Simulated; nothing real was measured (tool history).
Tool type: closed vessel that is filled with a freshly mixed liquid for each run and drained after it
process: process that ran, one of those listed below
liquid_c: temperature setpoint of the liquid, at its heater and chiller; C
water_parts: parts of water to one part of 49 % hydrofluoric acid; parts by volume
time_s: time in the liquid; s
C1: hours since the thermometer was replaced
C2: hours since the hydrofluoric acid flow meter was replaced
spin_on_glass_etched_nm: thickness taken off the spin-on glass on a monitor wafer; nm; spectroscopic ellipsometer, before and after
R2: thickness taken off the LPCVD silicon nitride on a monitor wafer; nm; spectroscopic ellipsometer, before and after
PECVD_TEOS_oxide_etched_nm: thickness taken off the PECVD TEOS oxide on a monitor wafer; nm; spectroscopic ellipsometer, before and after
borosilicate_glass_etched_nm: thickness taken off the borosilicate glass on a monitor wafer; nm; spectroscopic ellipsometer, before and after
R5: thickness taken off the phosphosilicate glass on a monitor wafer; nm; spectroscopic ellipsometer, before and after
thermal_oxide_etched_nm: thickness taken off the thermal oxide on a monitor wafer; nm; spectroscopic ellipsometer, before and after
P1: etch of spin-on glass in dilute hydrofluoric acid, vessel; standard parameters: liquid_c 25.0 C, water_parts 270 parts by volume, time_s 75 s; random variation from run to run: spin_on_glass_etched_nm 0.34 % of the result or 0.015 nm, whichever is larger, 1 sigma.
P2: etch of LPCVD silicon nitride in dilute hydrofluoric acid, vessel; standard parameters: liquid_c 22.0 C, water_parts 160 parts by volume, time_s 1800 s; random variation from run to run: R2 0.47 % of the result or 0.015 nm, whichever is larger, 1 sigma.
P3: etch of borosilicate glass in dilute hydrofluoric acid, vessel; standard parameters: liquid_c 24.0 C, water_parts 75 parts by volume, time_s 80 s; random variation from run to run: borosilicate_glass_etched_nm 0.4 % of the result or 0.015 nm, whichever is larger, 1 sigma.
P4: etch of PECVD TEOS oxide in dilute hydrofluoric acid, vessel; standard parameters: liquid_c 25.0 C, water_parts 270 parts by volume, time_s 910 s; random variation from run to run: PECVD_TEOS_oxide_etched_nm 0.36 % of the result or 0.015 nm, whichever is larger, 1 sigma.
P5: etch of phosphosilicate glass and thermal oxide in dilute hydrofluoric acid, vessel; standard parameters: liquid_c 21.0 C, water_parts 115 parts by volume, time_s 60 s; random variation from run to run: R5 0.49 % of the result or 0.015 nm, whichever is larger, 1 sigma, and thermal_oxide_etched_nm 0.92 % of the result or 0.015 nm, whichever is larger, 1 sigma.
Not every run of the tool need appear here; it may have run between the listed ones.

{"run": 1, "hour": 13.2, "process": "P1", "liquid_c": 25.0, "water_parts": 270, "time_s": 75, "C1": 813.1, "C2": 89.8, "spin_on_glass_etched_nm": 14.527}
{"run": 2, "hour": 23.3, "process": "P2", "liquid_c": 17.5, "water_parts": 160, "time_s": 1800, "C1": 823.2, "C2": 99.9, "R2": 3.4342}
{"run": 3, "hour": 39.2, "process": "P1", "liquid_c": 20.0, "water_parts": 270, "time_s": 75, "C1": 839.1, "C2": 115.8, "spin_on_glass_etched_nm": 12.098}
{"run": 4, "hour": 52.3, "process": "P4", "liquid_c": 25.0, "water_parts": 270, "time_s": 210, "C1": 852.2, "C2": 128.9, "PECVD_TEOS_oxide_etched_nm": 5.6518}
{"run": 5, "hour": 60.5, "process": "P1", "liquid_c": 25.0, "water_parts": 430, "time_s": 75, "C1": 860.4, "C2": 137.1, "spin_on_glass_etched_nm": 7.8398}
{"run": 6, "hour": 67.8, "process": "P1", "liquid_c": 25.0, "water_parts": 270, "time_s": 115, "C1": 867.7, "C2": 144.4, "spin_on_glass_etched_nm": 22.347}
{"run": 7, "hour": 75.5, "process": "P1", "liquid_c": 25.0, "water_parts": 270, "time_s": 30, "C1": 875.4, "C2": 152.1, "spin_on_glass_etched_nm": 5.8202}
{"run": 8, "hour": 85.8, "process": "P2", "liquid_c": 22.0, "water_parts": 285, "time_s": 1800, "C1": 885.7, "C2": 162.4, "R2": 2.6097}
{"run": 9, "hour": 101.2, "process": "P1", "liquid_c": 28.5, "water_parts": 180, "time_s": 75, "C1": 901.1, "C2": 177.8, "spin_on_glass_etched_nm": 27.359}
{"run": 10, "hour": 110.3, "process": "P3", "liquid_c": 29.5, "water_parts": 75, "time_s": 80, "C1": 910.2, "C2": 186.9, "borosilicate_glass_etched_nm": 22.501}
{"run": 11, "hour": 119.1, "process": "P1", "liquid_c": 25.0, "water_parts": 270, "time_s": 75, "C1": 919.0, "C2": 195.7, "spin_on_glass_etched_nm": 14.624}
{"run": 12, "hour": 126.7, "process": "P2", "liquid_c": 22.0, "water_parts": 160, "time_s": 3530, "C1": 926.6, "C2": 203.3, "R2": 9.1352}
{"run": 13, "hour": 138.9, "process": "P5", "liquid_c": 21.0, "water_parts": 115, "time_s": 60, "C1": 938.8, "C2": 215.5, "R5": 91.801, "thermal_oxide_etched_nm": 2.1797}
{"run": 14, "hour": 151.3, "process": "P4", "liquid_c": 25.0, "water_parts": 160, "time_s": 910, "C1": 951.2, "C2": 227.9, "PECVD_TEOS_oxide_etched_nm": 47.104}
{"run": 15, "hour": 162.3, "process": "P4", "liquid_c": 25.0, "water_parts": 270, "time_s": 910, "C1": 962.2, "C2": 238.9, "PECVD_TEOS_oxide_etched_nm": 24.602}
{"hour": 166.8, "done": "hydrofluoric acid flow meter replaced"}
{"run": 16, "hour": 174.3, "process": "P1", "liquid_c": 25.0, "water_parts": 270, "time_s": 75, "C1": 974.2, "C2": 7.6, "spin_on_glass_etched_nm": 14.476}
{"run": 17, "hour": 185.7, "process": "P5", "liquid_c": 21.0, "water_parts": 115, "time_s": 35, "C1": 985.6, "C2": 19.0, "R5": 53.069, "thermal_oxide_etched_nm": 1.286}
{"run": 18, "hour": 201.5, "process": "P5", "liquid_c": 21.0, "water_parts": 195, "time_s": 60, "C1": 1001.4, "C2": 34.8, "R5": 49.389, "thermal_oxide_etched_nm": 1.1588}
{"run": 19, "hour": 217.0, "process": "P1", "liquid_c": 25.0, "water_parts": 270, "time_s": 75, "C1": 1016.9, "C2": 50.3, "spin_on_glass_etched_nm": 14.453}
{"run": 20, "hour": 226.7, "process": "P1", "liquid_c": 25.0, "water_parts": 65, "time_s": 75, "C1": 1026.6, "C2": 60.0, "spin_on_glass_etched_nm": 76.417}
{"run": 21, "hour": 237.2, "process": "P2", "liquid_c": 22.0, "water_parts": 160, "time_s": 1800, "C1": 1037.1, "C2": 70.5, "R2": 4.6531}
{"run": 22, "hour": 250.3, "process": "P3", "liquid_c": 24.0, "water_parts": 75, "time_s": 35, "C1": 1050.2, "C2": 83.6, "borosilicate_glass_etched_nm": 7.9376}
{"run": 23, "hour": 258.0, "process": "P4", "liquid_c": 18.0, "water_parts": 270, "time_s": 910, "C1": 1057.9, "C2": 91.3, "PECVD_TEOS_oxide_etched_nm": 19.069}
{"run": 24, "hour": 268.8, "process": "P1", "liquid_c": 21.0, "water_parts": 85, "time_s": 75, "C1": 1068.7, "C2": 102.1, "spin_on_glass_etched_nm": 48.634}
{"run": 25, "hour": 278.2, "process": "P3", "liquid_c": 24.0, "water_parts": 75, "time_s": 80, "C1": 1078.1, "C2": 111.5, "borosilicate_glass_etched_nm": 18.247}
{"run": 26, "hour": 288.4, "process": "P1", "liquid_c": 31.5, "water_parts": 270, "time_s": 75, "C1": 1088.3, "C2": 121.7, "spin_on_glass_etched_nm": 18.048}
{"run": 27, "hour": 304.2, "process": "P5", "liquid_c": 28.5, "water_parts": 115, "time_s": 60, "C1": 1104.1, "C2": 137.5, "R5": 122.28, "thermal_oxide_etched_nm": 2.9228}
{"run": 28, "hour": 313.8, "process": "P3", "liquid_c": 24.0, "water_parts": 125, "time_s": 80, "C1": 1113.7, "C2": 147.1, "borosilicate_glass_etched_nm": 10.269}
{"run": 29, "hour": 326.1, "process": "P1", "liquid_c": 25.0, "water_parts": 270, "time_s": 75, "C1": 1126.0, "C2": 159.4, "spin_on_glass_etched_nm": 14.484}
{"run": 30, "hour": 334.7, "process": "P1", "liquid_c": 25.0, "water_parts": 270, "time_s": 75, "C1": 1134.6, "C2": 168.0, "spin_on_glass_etched_nm": 14.804}
{"run": 31, "hour": 349.2, "process": "P1", "liquid_c": 25.0, "water_parts": 270, "time_s": 75, "C1": 1149.1, "C2": 182.5, "spin_on_glass_etched_nm": 15.194}
{"run": 32, "hour": 363.6, "process": "P1", "liquid_c": 25.0, "water_parts": 270, "time_s": 75, "C1": 1163.5, "C2": 196.9, "spin_on_glass_etched_nm": 15.277}
{"run": 33, "hour": 371.0, "process": "P1", "liquid_c": 25.0, "water_parts": 270, "time_s": 75, "C1": 1170.9, "C2": 204.3, "spin_on_glass_etched_nm": 15.281}
{"run": 34, "hour": 383.0, "process": "P1", "liquid_c": 25.0, "water_parts": 270, "time_s": 75, "C1": 1182.9, "C2": 216.3, "spin_on_glass_etched_nm": 15.415}
{"run": 35, "hour": 390.3, "process": "P1", "liquid_c": 25.0, "water_parts": 270, "time_s": 75, "C1": 1190.2, "C2": 223.6, "spin_on_glass_etched_nm": 15.481}
{"run": 36, "hour": 405.7, "process": "P1", "liquid_c": 25.0, "water_parts": 270, "time_s": 75, "C1": 1205.6, "C2": 239.0, "spin_on_glass_etched_nm": 15.426}

The log shows P1 creeping away from where it was. Any of the 2 causes listed here, at the size stated for it, fits the log just as well as the others:
A: liquid hotter than its thermometer reads (K) = 1.76
B: hydrofluoric acid flow above the setpoint (%) = 4.89
Creep in the process output first set in at about hour 326.1.

Below are 4 check runs, each on a single wafer, with their results shown as question marks. Which of them would tell the listed causes apart, meaning the causes would give clearly different results under it?
{"run": "check 1", "hour": 421.1, "process": "P4", "liquid_c": 25.0, "water_parts": 185, "time_s": 345, "PECVD_TEOS_oxide_etched_nm": "?"}
{"run": "check 2", "hour": 421.1, "process": "P2", "liquid_c": 19.0, "water_parts": 160, "time_s": 2520, "R2": "?"}
{"run": "check 3", "hour": 421.1, "process": "P3", "liquid_c": 29.5, "water_parts": 115, "time_s": 80, "borosilicate_glass_etched_nm": "?"}
{"run": "check 4", "hour": 421.1, "process": "P5", "liquid_c": 27.5, "water_parts": 160, "time_s": 60, "R5": "?", "thermal_oxide_etched_nm": "?"}

Check results expected under each cause:
check=check_1 result=PECVD_TEOS_oxide_etched_nm if_A=15.9330 if_B=15.8230
check=check_2 result=R2 if_A=5.9984 if_B=5.5875
check=check_3 result=borosilicate_glass_etched_nm if_A=14.8050 if_B=14.6610
check=check_4 result=R5 if_A=85.182 if_B=84.594
check=check_4 result=thermal_oxide_etched_nm if_A=2.0180 if_B=2.0040
Smallest distance between any two causes, each pair judged by its most separating result, in per cent: check 1 0.7 %; check 2 7.1 %; check 3 0.98 %; check 4 0.69 %
The other checks would show nearly matching results whichever cause is true, so check 2 is the only one that separates the causes.

Then check 2 was run and gave: R2 6.0093 nm. Which cause is it?

It was cause A: liquid hotter than its thermometer reads (K).
